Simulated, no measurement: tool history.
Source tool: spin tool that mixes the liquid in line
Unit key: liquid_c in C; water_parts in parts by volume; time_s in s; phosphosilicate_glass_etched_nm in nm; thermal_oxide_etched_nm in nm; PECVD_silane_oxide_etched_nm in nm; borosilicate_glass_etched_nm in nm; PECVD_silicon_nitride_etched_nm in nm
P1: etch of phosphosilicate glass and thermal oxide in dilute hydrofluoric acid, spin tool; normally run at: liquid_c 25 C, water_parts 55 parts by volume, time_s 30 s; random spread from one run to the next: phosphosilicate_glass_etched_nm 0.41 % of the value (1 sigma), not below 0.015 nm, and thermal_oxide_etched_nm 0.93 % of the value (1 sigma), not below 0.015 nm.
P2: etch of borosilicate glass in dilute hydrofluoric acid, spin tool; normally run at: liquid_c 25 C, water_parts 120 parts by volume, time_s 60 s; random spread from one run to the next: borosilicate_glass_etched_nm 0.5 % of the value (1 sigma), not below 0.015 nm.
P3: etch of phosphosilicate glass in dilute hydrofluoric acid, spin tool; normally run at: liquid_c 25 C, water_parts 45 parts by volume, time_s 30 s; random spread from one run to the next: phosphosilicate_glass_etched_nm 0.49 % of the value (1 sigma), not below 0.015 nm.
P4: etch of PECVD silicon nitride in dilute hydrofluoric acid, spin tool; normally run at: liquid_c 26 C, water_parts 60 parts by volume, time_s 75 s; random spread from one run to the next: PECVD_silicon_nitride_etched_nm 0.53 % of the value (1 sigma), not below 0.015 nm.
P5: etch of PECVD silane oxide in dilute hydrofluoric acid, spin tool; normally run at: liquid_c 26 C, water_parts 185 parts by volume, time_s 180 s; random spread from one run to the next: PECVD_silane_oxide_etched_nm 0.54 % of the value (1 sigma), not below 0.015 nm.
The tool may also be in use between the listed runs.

run   hour  process  liquid_c  water_parts  time_s  phosphosilicate_glass_etched_nm  thermal_oxide_etched_nm  PECVD_silane_oxide_etched_nm  borosilicate_glass_etched_nm  PECVD_silicon_nitride_etched_nm
  1    6.7       P1        25           55      30                           94.636                   2.9482
  2   15.1       P5      21.5          185     180                                                                                  13.274
  3     21       P5        26          185     180                                                                                  15.558
  4   30.5       P1        25           20      30                           272.65                   8.4319
  5   37.8       P2        25          120      20                                                                                                                6.4063
      45.8  -- hydrofluoric acid flow meter replaced
  6     47       P3        25           45      15                           42.043
  7     52       P4        26           60     150                                                                                                                                                 7.8931
  8   57.8       P2      30.5          120      60                                                                                                                23.832
  9     63       P1        17           55      15                           33.671                   1.0364
 10   69.3       P3        25           45      30                           83.836
 11     75       P5        26          185     180                                                                                  15.675
 12   83.4       P4        26          105      75                                                                                                                                                 2.2823
 13   93.1       P1        25           55      30                           94.176                   2.9341
 14  101.5       P4        26           60      75                                                                                                                                                 3.9349
 15  109.2       P1        25           90      30                            55.11                   1.7286
 16  113.8       P1        31           20      30                           347.93                   11.013
 17  120.6       P1        25           55      15                           46.954                   1.4901
 18  126.5       P5        26          185     315                                                                                  27.475
 19    135       P2        25          120      60                                                                                                                19.332
 20  144.9       P1        25           55      30                           93.941                    2.892
 21  153.3       P4        31           60      75                                                                                                                                                 5.4432
 22  161.5       P3        25           75      30                           48.406
 23  170.8       P1        17           55      30                           67.433                   2.1031
 24  176.6       P2        25          120      60                                                                                                                19.344
 25  183.7       P3      29.5           45      30                           101.72
       191  -- thermometer replaced
 26  191.2       P5        26           40     180                                                                                  87.165
 27  197.3       P2        25           30      60                                                                                                                87.336
 28    207       P1        25           55      30                           93.688                   2.8997
 29  211.8       P1        30           55      30                           115.22                   3.5905
 30  219.8       P1        25           55      30                           94.689                    2.951
 31  228.9       P1        25           55      55                           172.77                   5.3901
 32    234       P1        25           55      30                           95.152                   2.9871
 33  239.1       P1        25           55      30                           94.624                   2.9978
 34  248.2       P1        25           55      30                           99.983                   3.1459
 35    258       P1        25           55      30                           102.26                   3.2165
 36  263.2       P1        25           55      30                           102.52                   3.2608
 37  267.5       P1        25           55      30                           102.52                   3.2322
 38    272       P1        25           55      30                           103.72                   3.2228
 39    278       P1        25           55      30                           102.84                    3.194

P1 has crept away from where it was. The log is fitted equally well by each of these 2 causes, at the sizes shown:
A: liquid hotter than its thermometer reads (K) = 2.22
B: hydrofluoric acid flow above the setpoint (%) = 8.71
Onset of the creep was near hour 239.1.

4 check runs are offered, one wafer each, their results left as question marks. Which one tells the causes apart?
check 1   284       P4        26           95      75                                                                                                                                                      ?
check 2   284       P5        26           45     275                                                                                       ?
check 3   284       P3        25           75      15                                ?
check 4   284       P2        30           35      60                                                                                                                     ?

Expected result of each check under each candidate cause:
  check                           result    if A    if B
check 1  PECVD_silicon_nitride_etched_nm  2.8902  2.7214
check 2     PECVD_silane_oxide_etched_nm  128.86  128.75
check 3  phosphosilicate_glass_etched_nm  26.587  26.678
check 4     borosilicate_glass_etched_nm  98.855  98.867
Minimum pairwise separation of causes per check, each pair taken at its best-separating result: check 1 6.02 %; check 2 0.08 %; check 3 0.34 %; check 4 0.01 %
Only in check 1 would the causes give clearly different results; in the remaining checks their results would be nearly the same.

Then check 1 was run and gave: PECVD_silicon_nitride_etched_nm 2.736 nm. Which cause is it?

B is the cause: hydrofluoric acid flow above the setpoint (%).

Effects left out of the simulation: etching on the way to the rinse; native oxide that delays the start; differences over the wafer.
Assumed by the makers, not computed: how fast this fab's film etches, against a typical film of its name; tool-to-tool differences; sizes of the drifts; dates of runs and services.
